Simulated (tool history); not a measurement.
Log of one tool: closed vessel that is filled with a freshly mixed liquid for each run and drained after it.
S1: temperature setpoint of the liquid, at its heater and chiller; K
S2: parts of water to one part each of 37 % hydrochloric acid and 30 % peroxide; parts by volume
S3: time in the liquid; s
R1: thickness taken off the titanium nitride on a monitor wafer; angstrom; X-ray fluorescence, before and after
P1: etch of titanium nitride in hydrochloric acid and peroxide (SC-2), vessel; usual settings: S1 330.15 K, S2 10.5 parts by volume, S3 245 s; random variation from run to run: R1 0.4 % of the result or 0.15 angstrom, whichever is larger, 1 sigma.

run 1 hour=10.3 | S1=330.15 S2=10.5 S3=245 | R1=50.7030
run 2 hour=23.2 | S1=316.15 S2=10.5 S3=245 | R1=19.9330
run 3 hour=33.0 | S1=330.15 S2=18.5 S3=245 | R1=30.9880
-- hour=38.6 new drum of peroxide connected
run 4 hour=44.4 | S1=330.15 S2=10.5 S3=245 | R1=50.7520
run 5 hour=57.8 | S1=330.15 S2=4.0 S3=245 | R1=105.1800
run 6 hour=71.3 | S1=330.15 S2=10.5 S3=30 | R1=6.2097
run 7 hour=78.7 | S1=343.65 S2=10.5 S3=415 | R1=196.2200
run 8 hour=94.1 | S1=316.15 S2=6.5 S3=245 | R1=29.2470
run 9 hour=103.3 | S1=330.15 S2=10.5 S3=245 | R1=50.6430
run 10 hour=112.0 | S1=330.15 S2=10.5 S3=245 | R1=50.6220
run 11 hour=126.6 | S1=330.15 S2=10.5 S3=245 | R1=50.4860
run 12 hour=134.8 | S1=343.65 S2=10.5 S3=245 | R1=116.2700
run 13 hour=150.7 | S1=330.15 S2=10.5 S3=475 | R1=98.1440
run 14 hour=163.0 | S1=330.15 S2=10.5 S3=245 | R1=50.2810
run 15 hour=170.2 | S1=330.15 S2=10.5 S3=245 | R1=49.1320
run 16 hour=178.9 | S1=330.15 S2=10.5 S3=245 | R1=48.0060
-- hour=190.2 new drum of peroxide connected
run 17 hour=190.8 | S1=330.15 S2=10.5 S3=245 | R1=46.6550
run 18 hour=205.0 | S1=330.15 S2=10.5 S3=245 | R1=46.1760
run 19 hour=220.7 | S1=330.15 S2=10.5 S3=245 | R1=46.4790
run 20 hour=228.2 | S1=330.15 S2=10.5 S3=245 | R1=45.9800

What P1 gives has crept away from where it was. These 2 causes fit the log equally well, each at the size given:
A: chemicals flow below the setpoint (%) = 10.2
B: liquid colder than its thermometer reads (K) = 1.42
The creep began at about hour 163.0.
Why every other cause is out:
peroxide weaker than its label (%): serviced at hour 190.2, which brought nothing back

4 check runs are offered, each on 3 wafers whose results are averaged, their results left as question marks. Which one tells the causes apart?
run check 1 hour=235.7 | S1=316.65 S2=4.0 S3=245 | R1=?
run check 2 hour=235.7 | S1=317.15 S2=10.5 S3=30 | R1=?
run check 3 hour=235.7 | S1=319.15 S2=18.5 S3=245 | R1=?
run check 4 hour=235.7 | S1=330.15 S2=16.5 S3=245 | R1=?

What each check would give under each cause:
check=check_1 result=R1 if_A=39.9090 if_B=38.8810
check=check_2 result=R1 if_A=2.3846 if_B=2.3666
check=check_3 result=R1 if_A=13.5390 if_B=13.5400
check=check_4 result=R1 if_A=31.0680 if_B=31.2360
How far apart the two closest causes lie, in the result that separates them most: check 1 2.61 %; check 2 0.76 %; check 3 0.01 %; check 4 0.54 %
Only check 1 tells the causes apart: in the others they would give nearly the same result.

Then check 1 was run and gave: R1 39.7990 angstrom. Which cause is it?

It is A: chemicals flow below the setpoint (%).
